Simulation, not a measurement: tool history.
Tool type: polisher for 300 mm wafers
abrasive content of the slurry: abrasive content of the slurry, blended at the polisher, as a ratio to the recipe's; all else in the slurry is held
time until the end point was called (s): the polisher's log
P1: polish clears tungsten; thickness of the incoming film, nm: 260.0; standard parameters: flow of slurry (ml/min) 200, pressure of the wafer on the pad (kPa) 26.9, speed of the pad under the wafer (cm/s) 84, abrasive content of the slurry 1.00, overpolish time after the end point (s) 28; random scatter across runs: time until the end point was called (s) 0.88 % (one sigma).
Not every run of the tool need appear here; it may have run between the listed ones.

run,hour,flow of slurry (ml/min),pressure of the wafer on the pad (kPa),speed of the pad under the wafer (cm/s),abrasive content of the slurry,overpolish time after the end point (s),wafers polished on this pad,hours since the slurry nozzle was cleaned,hours since the head pressure was calibrated,hours since the slurry blender was calibrated,hours since the slurry got fresh peroxide,time until the end point was called (s)
1,11.4,200,26.9,84,1.00,28,280,45.9,426.7,261.7,128.7,65.498
2,20.1,200,26.9,84,1.00,8,349,54.6,435.4,270.4,137.4,66.880
3,27.5,200,26.9,84,1.00,56,407,62.0,442.8,277.8,144.8,67.716
4,41.4,200,26.9,134,1.00,28,516,75.9,456.7,291.7,158.7,41.325
5,57.9,200,26.9,84,1.00,28,645,92.4,473.2,308.2,175.2,66.200
6,67.0,200,26.9,84,1.00,28,717,101.5,482.3,317.3,184.3,67.106
7,79.6,200,26.9,84,1.00,28,815,114.1,494.9,329.9,196.9,66.466
8,93.7,295,26.9,84,1.00,8,926,128.2,509.0,344.0,211.0,64.349
9,108.5,120,26.9,84,1.00,28,1042,143.0,523.8,358.8,225.8,72.540
10,122.4,300,26.9,84,1.00,28,1151,156.9,537.7,372.7,239.7,63.836
11,138.4,200,26.9,84,1.50,28,1277,172.9,553.7,388.7,255.7,60.597
12,152.3,200,26.9,84,0.55,28,1386,186.8,567.6,402.6,269.6,76.496
13,168.9,200,26.9,48,1.00,8,1516,203.4,584.2,419.2,286.2,115.060
14,180.9,200,26.9,84,1.00,28,1610,215.4,596.2,431.2,298.2,67.138
15,189.3,200,41.4,84,1.00,28,1676,223.8,604.6,439.6,306.6,42.982
16,201.1,200,12.4,84,1.00,28,1768,235.6,616.4,451.4,318.4,145.920
# hour 209.2: head pressure recalibrated
17,210.6,200,26.9,42,1.00,28,1843,245.1,1.4,460.9,327.9,133.650
18,226.9,200,14.5,84,1.25,28,1971,261.4,17.7,477.2,344.2,117.790
19,238.3,200,26.9,84,1.00,28,2060,272.8,29.1,488.6,355.6,66.825
20,248.1,200,26.9,84,1.00,28,2137,282.6,38.9,498.4,365.4,67.454
21,263.2,200,26.9,84,1.00,28,2255,297.7,54.0,513.5,380.5,67.781
22,273.0,200,26.9,84,1.00,28,2332,307.5,63.8,523.3,390.3,68.641
23,287.2,200,26.9,84,1.00,28,2444,321.7,78.0,537.5,404.5,70.439
# hour 287.8: worn pad replaced by a new one
# hour 297.3: head pressure recalibrated
24,299.4,200,26.9,84,1.00,28,91,333.9,2.1,549.7,416.7,69.563
# hour 301.8: slurry tank refilled with fresh slurry and peroxide
25,313.6,200,26.9,84,1.00,28,202,348.1,16.3,563.9,11.9,70.712
26,329.6,200,26.9,84,1.00,28,328,364.1,32.3,579.9,27.9,70.886
27,341.7,200,26.9,84,1.00,28,423,376.2,44.4,592.0,40.0,71.186
28,355.1,200,26.9,84,1.00,28,528,389.6,57.8,605.4,53.4,71.369
29,364.5,200,26.9,84,1.00,28,602,399.0,67.2,614.8,62.8,72.644

Compared with where it was, what P1 gives has crept away. Each cause listed below fits the log as well as the rest, at the size given for it:
A: abrasive missing from the slurry, % = 26.6
B: slurry flow missing at the pad, % = 35.6
Creep in the process output first set in at about hour 238.3.
Excluded causes, each with its reason:
removal rate lost through wear of the pad, %: maintenance at hour 287.8, after the shift began, did not return the process to its former output
head's pressure below its setpoint, %: maintenance at hour 297.3, after the shift began, did not return the process to its former output
peroxide lost from the slurry, %: maintenance at hour 301.8, after the shift began, did not return the process to its former output

Which of the check runs below tells the causes apart, meaning the causes would give it clearly different results? Each run uses 3 wafers whose results are averaged, and each result is shown as a question mark.
check 1,373.9,200,26.9,132,0.75,28,,,,,,?
check 2,373.9,120,26.9,84,1.00,50,,,,,,?
check 3,373.9,200,15.9,84,1.00,52,,,,,,?
check 4,373.9,200,26.9,128,1.00,54,,,,,,?

Outcome of each check run for each possible cause:
check,result,if A,if B
check 1,time until the end point was called (s),48.541,48.642
check 2,time until the end point was called (s),77.942,81.285
check 3,time until the end point was called (s),121.210,121.200
check 4,time until the end point was called (s),46.910,46.908
Gap, in per cent, between the two causes that each check separates least, read from the result that separates them most: check 1 0.21 %; check 2 4.2 %; check 3 0 %; check 4 0 %
Of the check runs offered, only check 2 discriminates between the causes; the rest would read about the same regardless of which cause applies.

Then check 2 was run and gave: time until the end point was called (s) 80.798. Which cause is it?

The cause is B: slurry flow missing at the pad, %.

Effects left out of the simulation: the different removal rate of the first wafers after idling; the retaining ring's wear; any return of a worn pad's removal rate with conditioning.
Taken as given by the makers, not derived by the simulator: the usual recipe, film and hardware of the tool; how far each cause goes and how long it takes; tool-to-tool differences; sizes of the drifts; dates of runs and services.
